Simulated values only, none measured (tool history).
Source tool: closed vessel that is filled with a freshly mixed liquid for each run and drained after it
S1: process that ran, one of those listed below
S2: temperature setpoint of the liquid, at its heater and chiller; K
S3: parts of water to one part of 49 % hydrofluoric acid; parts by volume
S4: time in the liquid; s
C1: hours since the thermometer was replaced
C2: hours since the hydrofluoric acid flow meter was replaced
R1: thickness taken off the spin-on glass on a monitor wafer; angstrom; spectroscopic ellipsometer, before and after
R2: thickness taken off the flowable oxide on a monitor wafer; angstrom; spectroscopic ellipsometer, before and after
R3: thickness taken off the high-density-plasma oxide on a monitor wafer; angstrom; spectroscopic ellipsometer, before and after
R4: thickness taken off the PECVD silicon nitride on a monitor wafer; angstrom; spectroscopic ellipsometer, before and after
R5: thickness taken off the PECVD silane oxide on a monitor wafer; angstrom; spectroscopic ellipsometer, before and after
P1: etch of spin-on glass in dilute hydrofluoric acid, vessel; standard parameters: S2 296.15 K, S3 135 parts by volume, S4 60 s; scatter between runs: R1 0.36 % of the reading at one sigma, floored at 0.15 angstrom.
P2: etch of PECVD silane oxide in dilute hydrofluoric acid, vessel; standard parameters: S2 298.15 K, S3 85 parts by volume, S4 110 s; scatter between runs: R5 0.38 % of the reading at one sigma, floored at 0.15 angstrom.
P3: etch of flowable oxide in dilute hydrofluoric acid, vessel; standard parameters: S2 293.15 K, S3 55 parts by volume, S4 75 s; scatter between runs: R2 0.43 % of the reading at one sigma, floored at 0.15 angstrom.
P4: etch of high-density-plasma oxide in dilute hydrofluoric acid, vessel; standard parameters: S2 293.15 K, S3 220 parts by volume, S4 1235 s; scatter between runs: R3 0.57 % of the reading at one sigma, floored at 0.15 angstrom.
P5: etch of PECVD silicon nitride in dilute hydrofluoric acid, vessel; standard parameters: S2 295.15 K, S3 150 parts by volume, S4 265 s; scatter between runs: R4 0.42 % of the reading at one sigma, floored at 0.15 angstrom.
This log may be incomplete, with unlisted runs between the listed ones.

run   hour  S1      S2   S3    S4     C1     C2       R1       R2       R3       R4      R5
  1    4.5  P1  296.15  135    60  329.5  782.3  139.740
  2    9.2  P3  293.15   55   150  334.2  787.0           1118.50
  3   15.2  P4  298.15  220  1235  340.2  793.0                    256.520
  4   21.4  P4  293.15  105  1235  346.4  799.2                    503.440
  5   25.5  P3  293.15   55    75  350.5  803.3            562.36
  6   31.9  P4  293.15  220   475  356.9  809.7                     81.253
  7   37.9  P1  290.15  135    60  362.9  815.7  110.580
  8   43.4  P5  295.15  150    30  368.4  821.2                              5.8263
  9   49.3  P1  296.15  135    60  374.3  827.1  139.420
 10   54.9  P4  293.15  220  1235  379.9  832.7                    211.400
 11   59.0  P1  301.15  135    60  384.0  836.8  169.800
 12   64.7  P1  296.15  135    60  389.7  842.5  139.530
 13   69.0  P1  296.15  135   110  394.0  846.8  257.650
 14   75.9  P1  296.15  205    60  400.9  853.7   85.470
 15   80.2  P2  298.15   85   110  405.2  858.0                                      351.18
 16   86.9  P5  295.15  230   265  411.9  864.7                             34.3400
 17   94.0  P3  290.15   55    75  419.0  871.8            491.49
 18  101.0  P3  293.15   55    75  426.0  878.8            557.69
 19  108.1  P1  296.15  135    60  433.1  885.9  139.410
 20  113.5  P5  290.15  150   265  438.5  891.3                             37.4290
 21  117.3  P3  293.15   85    75  442.3  895.1            349.35
 22  121.2  P2  298.15   85   195  446.2  899.0                                      625.43
 23  127.6  P1  296.15   85    30  452.6  905.4  117.790
 24  132.3  P1  296.15  135    60  457.3  910.1  139.790
 25  137.0  P1  296.15   75    60  462.0  914.8  269.770
 26  140.7  P5  295.15  150   265  465.7  918.5                             52.2500
 27  146.3  P2  298.15   55   110  471.3  924.1                                      569.31
 28  152.5  P5  295.15  150   265  477.5  930.3                             51.6940
 29  157.1  P2  302.15   85   110  482.1  934.9                                      414.99
 30  160.8  P1  296.15  135    30  485.8  938.6   69.916

Predict the results of run 31:
 31  168.2  P1  296.15  135  60  493.2  946.0   ?

Run 31 gave R1 140.550 angstrom.
